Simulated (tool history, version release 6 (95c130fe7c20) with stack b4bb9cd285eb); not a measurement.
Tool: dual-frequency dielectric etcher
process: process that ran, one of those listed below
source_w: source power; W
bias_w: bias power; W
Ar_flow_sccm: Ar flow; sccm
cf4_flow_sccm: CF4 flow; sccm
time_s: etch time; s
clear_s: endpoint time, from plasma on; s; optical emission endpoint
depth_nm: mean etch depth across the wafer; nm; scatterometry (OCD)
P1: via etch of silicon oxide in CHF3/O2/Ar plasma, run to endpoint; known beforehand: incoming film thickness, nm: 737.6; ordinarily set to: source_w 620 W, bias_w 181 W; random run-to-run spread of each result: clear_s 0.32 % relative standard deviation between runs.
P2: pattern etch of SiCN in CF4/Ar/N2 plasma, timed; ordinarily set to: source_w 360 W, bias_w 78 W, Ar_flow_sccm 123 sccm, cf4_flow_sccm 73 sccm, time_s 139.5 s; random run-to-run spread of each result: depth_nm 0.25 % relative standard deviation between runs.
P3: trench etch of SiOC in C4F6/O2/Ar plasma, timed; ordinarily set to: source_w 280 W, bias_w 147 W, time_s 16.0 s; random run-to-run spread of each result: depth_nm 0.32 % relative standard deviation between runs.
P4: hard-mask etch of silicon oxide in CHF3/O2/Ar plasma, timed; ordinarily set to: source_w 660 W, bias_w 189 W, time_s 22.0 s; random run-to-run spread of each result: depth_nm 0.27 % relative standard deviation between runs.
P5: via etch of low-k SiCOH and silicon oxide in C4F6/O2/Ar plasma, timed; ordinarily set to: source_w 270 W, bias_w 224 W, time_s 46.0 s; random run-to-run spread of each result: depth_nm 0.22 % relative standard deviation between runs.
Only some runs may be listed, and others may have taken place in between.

| run | day | process | source_w | bias_w | Ar_flow_sccm | cf4_flow_sccm | time_s | hours since the last wet clean | hours since the last source power generator calibration | hours since the last bias power generator calibration | clear_s | depth_nm |
|---|---|---|---|---|---|---|---|---|---|---|---|---|
| 1 | 0.204 | P1 | 620 | 181 |  |  |  | 298.7 | 1447.5 | 1407.5 | 365.60 |  |
| 2 | 0.500 | P1 | 480 | 181 |  |  |  | 305.8 | 1454.6 | 1414.6 | 404.97 |  |
| 3 | 0.704 | P2 | 360 | 78 | 123 | 52 | 139.5 | 310.7 | 1459.5 | 1419.5 |  | 94.626 |
| 4 | 0.871 | P1 | 410 | 228 |  |  |  | 314.7 | 1463.5 | 1423.5 | 396.19 |  |
| 5 | 1.108 | P3 | 380 | 147 |  |  | 16.0 | 320.4 | 1469.2 | 1429.2 |  | 31.072 |
| 6 | 1.404 | P5 | 270 | 224 |  |  | 46.0 | 327.5 | 1476.3 | 1436.3 |  | 113.490 |
| 7 | 1.612 | P1 | 620 | 110 |  |  |  | 332.5 | 1481.3 | 1441.3 | 429.28 |  |
| 8 | 1.817 | P4 | 660 | 259 |  |  | 22.0 | 337.4 | 1486.2 | 1446.2 |  | 52.454 |
| 9 | 2.117 | P2 | 500 | 78 | 123 | 73 | 139.5 | 344.6 | 1493.4 | 1453.4 |  | 132.770 |
| 10 | 2.350 | P5 | 270 | 224 |  |  | 32.0 | 350.2 | 1499.0 | 1459.0 |  | 79.231 |
| 11 | 2.592 | P1 | 620 | 181 |  |  |  | 356.0 | 1504.8 | 1464.8 | 366.16 |  |
| 12 | 2.758 | P3 | 280 | 113 |  |  | 16.0 | 360.0 | 1508.8 | 1468.8 |  | 25.212 |
| 13 | 2.992 | P4 | 660 | 189 |  |  | 28.5 | 365.6 | 1514.4 | 1474.4 |  | 60.638 |
| 14 | 3.275 | P1 | 490 | 118 |  |  |  | 372.4 | 1521.2 | 1481.2 | 464.86 |  |
| 15 | 3.538 | P2 | 360 | 78 | 123 | 73 | 139.5 | 378.7 | 1527.5 | 1487.5 |  | 99.483 |
| 16 | 3.775 | P1 | 620 | 181 |  |  |  | 384.4 | 1533.2 | 1493.2 | 366.20 |  |
| 17 | 4.042 | P2 | 360 | 78 | 123 | 73 | 89.5 | 390.8 | 1539.6 | 1499.6 |  | 63.854 |
| 18 | 4.179 | P4 | 450 | 189 |  |  | 22.0 | 394.1 | 1542.9 | 1502.9 |  | 40.743 |
| 19 | 4.446 | P2 | 360 | 78 | 166 | 73 | 139.5 | 400.5 | 1549.3 | 1509.3 |  | 94.944 |
| 20 | 4.683 | P1 | 620 | 240 |  |  |  | 406.2 | 1555.0 | 1515.0 | 334.25 |  |
| 21 | 4.971 | P5 | 270 | 317 |  |  | 46.0 | 413.1 | 1561.9 | 1521.9 |  | 128.220 |
| 22 | 5.246 | P4 | 660 | 189 |  |  | 22.0 | 419.7 | 1568.5 | 1528.5 |  | 47.301 |
| 23 | 5.458 | P3 | 280 | 147 |  |  | 16.0 | 424.8 | 1573.6 | 1533.6 |  | 27.456 |
| 24 | 5.717 | P3 | 280 | 147 |  |  | 11.0 | 431.0 | 1579.8 | 1539.8 |  | 18.909 |
| 25 | 5.862 | P2 | 360 | 47 | 123 | 73 | 139.5 | 434.5 | 1583.3 | 1543.3 |  | 83.429 |
| 26 | 6.083 | P5 | 370 | 224 |  |  | 46.0 | 439.8 | 1588.6 | 1548.6 |  | 127.470 |
| 27 | 6.246 | P1 | 620 | 181 |  |  |  | 443.7 | 1592.5 | 1552.5 | 366.69 |  |
| 28 | 6.383 | P4 | 660 | 189 |  |  | 22.0 | 447.0 | 1595.8 | 1555.8 |  | 47.141 |
| 29 | 6.608 | P1 | 620 | 181 |  |  |  | 452.4 | 1601.2 | 1561.2 | 366.86 |  |
| 30 | 6.788 | P1 | 820 | 181 |  |  |  | 456.7 | 1605.5 | 1565.5 | 330.10 |  |
| 31 | 6.983 | P1 | 620 | 181 |  |  |  | 461.4 | 1610.2 | 1570.2 | 368.63 |  |
| 32 | 7.262 | P1 | 620 | 181 |  |  |  | 468.1 | 1616.9 | 1576.9 | 371.82 |  |
| 33 | 7.400 | P1 | 620 | 181 |  |  |  | 471.4 | 1620.2 | 1580.2 | 373.34 |  |
|  | 7.529 | wet clean of the chamber |
| 34 | 7.667 | P1 | 620 | 181 |  |  |  | 3.3 | 1626.6 | 1586.6 | 371.17 |  |
| 35 | 7.925 | P1 | 620 | 181 |  |  |  | 9.5 | 1632.8 | 1592.8 | 374.10 |  |
| 36 | 8.133 | P1 | 620 | 181 |  |  |  | 14.5 | 1637.8 | 1597.8 | 371.87 |  |
| 37 | 8.288 | P1 | 620 | 181 |  |  |  | 18.2 | 1641.5 | 1601.5 | 375.03 |  |

Compared with where it was, what P1 gives has crept away. Each cause listed below fits the log as well as the rest, at the size given for it:
A: bias power that arrives under what is set, % = 4.62
B: source power that arrives under what is set, % = 4.05
The process output started creeping at around day 6.983.
Ruled out, with reasons:
chamber walls in a state that lowers the etch rate, %: was serviced at day 7.529, once the creep was under way, yet the earlier output never came back

Below are 4 check runs, each on a single wafer, with their results shown as question marks. Which of them would tell the listed causes apart, meaning the causes would give clearly different results under it?
| check 1 | 8.442 | P2 | 360 | 51 | 123 | 73 | 139.5 |  |  |  |  | ? |
| check 2 | 8.442 | P5 | 320 | 224 |  |  | 36.0 |  |  |  |  | ? |
| check 3 | 8.442 | P4 | 520 | 249 |  |  | 22.0 |  |  |  |  | ? |
| check 4 | 8.442 | P3 | 360 | 121 |  |  | 16.0 |  |  |  |  | ? |

Outcome of each check run for each possible cause:
| check | result | if A | if B |
|---|---|---|---|
| check 1 | depth_nm | 84.358 | 82.635 |
| check 2 | depth_nm | 93.175 | 93.174 |
| check 3 | depth_nm | 46.443 | 46.512 |
| check 4 | depth_nm | 28.178 | 28.100 |
Minimum pairwise separation of causes per check, each pair taken at its best-separating result: check 1 2.06 %; check 2 0 %; check 3 0.15 %; check 4 0.28 %
Only in check 1 would the causes give clearly different results; in the remaining checks their results would be nearly the same.

Here is what check 1 returned: depth_nm 84.137 nm. Which cause is it?

It is A: bias power that arrives under what is set, %.

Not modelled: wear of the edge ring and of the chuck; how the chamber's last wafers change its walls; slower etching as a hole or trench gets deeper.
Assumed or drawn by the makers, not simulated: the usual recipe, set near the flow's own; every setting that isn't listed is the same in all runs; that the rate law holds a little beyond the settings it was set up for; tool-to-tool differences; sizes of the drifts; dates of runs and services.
